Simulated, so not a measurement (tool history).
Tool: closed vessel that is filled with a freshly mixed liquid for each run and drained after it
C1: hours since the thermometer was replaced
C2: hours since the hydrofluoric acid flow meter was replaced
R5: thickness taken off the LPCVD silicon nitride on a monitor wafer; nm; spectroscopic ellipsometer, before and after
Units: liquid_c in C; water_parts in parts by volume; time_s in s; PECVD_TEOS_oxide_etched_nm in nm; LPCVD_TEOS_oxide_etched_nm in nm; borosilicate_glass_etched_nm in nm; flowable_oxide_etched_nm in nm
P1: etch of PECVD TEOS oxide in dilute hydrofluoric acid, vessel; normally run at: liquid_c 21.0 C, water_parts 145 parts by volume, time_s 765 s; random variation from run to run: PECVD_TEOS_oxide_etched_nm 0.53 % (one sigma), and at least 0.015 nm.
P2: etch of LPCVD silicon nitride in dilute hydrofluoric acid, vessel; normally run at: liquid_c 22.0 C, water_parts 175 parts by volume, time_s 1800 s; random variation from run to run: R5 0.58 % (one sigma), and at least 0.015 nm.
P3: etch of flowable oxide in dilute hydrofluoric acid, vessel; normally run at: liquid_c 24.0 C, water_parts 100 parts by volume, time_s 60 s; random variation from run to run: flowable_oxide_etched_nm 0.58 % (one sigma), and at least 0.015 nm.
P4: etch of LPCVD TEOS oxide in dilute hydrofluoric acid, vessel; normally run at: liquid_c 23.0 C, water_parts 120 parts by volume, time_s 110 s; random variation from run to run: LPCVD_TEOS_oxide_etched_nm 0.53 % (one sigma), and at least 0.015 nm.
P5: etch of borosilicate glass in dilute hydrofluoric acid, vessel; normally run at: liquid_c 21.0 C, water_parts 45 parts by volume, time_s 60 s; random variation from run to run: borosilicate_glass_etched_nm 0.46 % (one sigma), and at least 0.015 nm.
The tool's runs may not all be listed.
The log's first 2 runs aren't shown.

Run 3, day 1.088: process P1, liquid_c 21.0 C, water_parts 240 parts by volume, time_s 765 s; C1 444.3; C2 805.7. Result: PECVD_TEOS_oxide_etched_nm 28.071 nm.
Run 4, day 1.421: process P1, liquid_c 26.0 C, water_parts 145 parts by volume, time_s 765 s; C1 452.3; C2 813.7. Result: PECVD_TEOS_oxide_etched_nm 61.913 nm.
Run 5, day 1.946: process P1, liquid_c 17.0 C, water_parts 145 parts by volume, time_s 765 s; C1 464.9; C2 826.3. Result: PECVD_TEOS_oxide_etched_nm 43.207 nm.
Run 6, day 2.308: process P5, liquid_c 21.0 C, water_parts 25 parts by volume, time_s 60 s; C1 473.6; C2 835.0. Result: borosilicate_glass_etched_nm 57.818 nm.
Run 7, day 2.725: process P1, liquid_c 21.0 C, water_parts 145 parts by volume, time_s 765 s; C1 483.6; C2 845.0. Result: PECVD_TEOS_oxide_etched_nm 51.191 nm.
Run 8, day 3.229: process P1, liquid_c 21.0 C, water_parts 145 parts by volume, time_s 255 s; C1 495.7; C2 857.1. Result: PECVD_TEOS_oxide_etched_nm 17.141 nm.
Run 9, day 3.542: process P5, liquid_c 21.0 C, water_parts 45 parts by volume, time_s 60 s; C1 503.2; C2 864.6. Result: borosilicate_glass_etched_nm 30.970 nm.
Run 10, day 3.896: process P4, liquid_c 17.0 C, water_parts 120 parts by volume, time_s 110 s; C1 511.7; C2 873.1. Result: LPCVD_TEOS_oxide_etched_nm 21.6930 nm.
Run 11, day 4.200: process P5, liquid_c 21.0 C, water_parts 45 parts by volume, time_s 105 s; C1 519.0; C2 880.4. Result: borosilicate_glass_etched_nm 54.564 nm.
Run 12, day 4.725: process P3, liquid_c 17.5 C, water_parts 100 parts by volume, time_s 60 s; C1 531.6; C2 893.0. Result: flowable_oxide_etched_nm 11.235 nm.
Run 13, day 5.221: process P2, liquid_c 27.5 C, water_parts 175 parts by volume, time_s 1800 s; C1 543.5; C2 904.9. Result: R5 6.7351 nm.
Run 14, day 5.642: process P3, liquid_c 24.0 C, water_parts 35 parts by volume, time_s 60 s; C1 553.6; C2 915.0. Result: flowable_oxide_etched_nm 44.704 nm.
Run 15, day 6.138: process P2, liquid_c 22.0 C, water_parts 175 parts by volume, time_s 1800 s; C1 565.5; C2 926.9. Result: R5 4.7412 nm.
Run 16, day 6.471: process P3, liquid_c 24.0 C, water_parts 100 parts by volume, time_s 60 s; C1 573.5; C2 934.9. Result: flowable_oxide_etched_nm 14.525 nm.
Run 17, day 7.096: process P1, liquid_c 17.0 C, water_parts 60 parts by volume, time_s 765 s; C1 588.5; C2 949.9. Result: PECVD_TEOS_oxide_etched_nm 115.720 nm.
Run 18, day 7.654: process P1, liquid_c 21.0 C, water_parts 145 parts by volume, time_s 765 s; C1 601.9; C2 963.3. Result: PECVD_TEOS_oxide_etched_nm 50.713 nm.
Run 19, day 8.088: process P1, liquid_c 21.0 C, water_parts 45 parts by volume, time_s 765 s; C1 612.3; C2 973.7. Result: PECVD_TEOS_oxide_etched_nm 184.200 nm.
Run 20, day 8.633: process P5, liquid_c 27.5 C, water_parts 45 parts by volume, time_s 60 s; C1 625.4; C2 986.8. Result: borosilicate_glass_etched_nm 40.579 nm.
Run 21, day 9.038: process P4, liquid_c 23.0 C, water_parts 120 parts by volume, time_s 110 s; C1 635.1; C2 996.5. Result: LPCVD_TEOS_oxide_etched_nm 27.7480 nm.

Run 22 comes next. What will it give?
Run 22, day 9.683: process P4, liquid_c 23.0 C, water_parts 120 parts by volume, time_s 30 s; C1 650.6; C2 1012.0. Result: LPCVD_TEOS_oxide_etched_nm ?.

Run 22 gave LPCVD_TEOS_oxide_etched_nm 7.5255 nm.

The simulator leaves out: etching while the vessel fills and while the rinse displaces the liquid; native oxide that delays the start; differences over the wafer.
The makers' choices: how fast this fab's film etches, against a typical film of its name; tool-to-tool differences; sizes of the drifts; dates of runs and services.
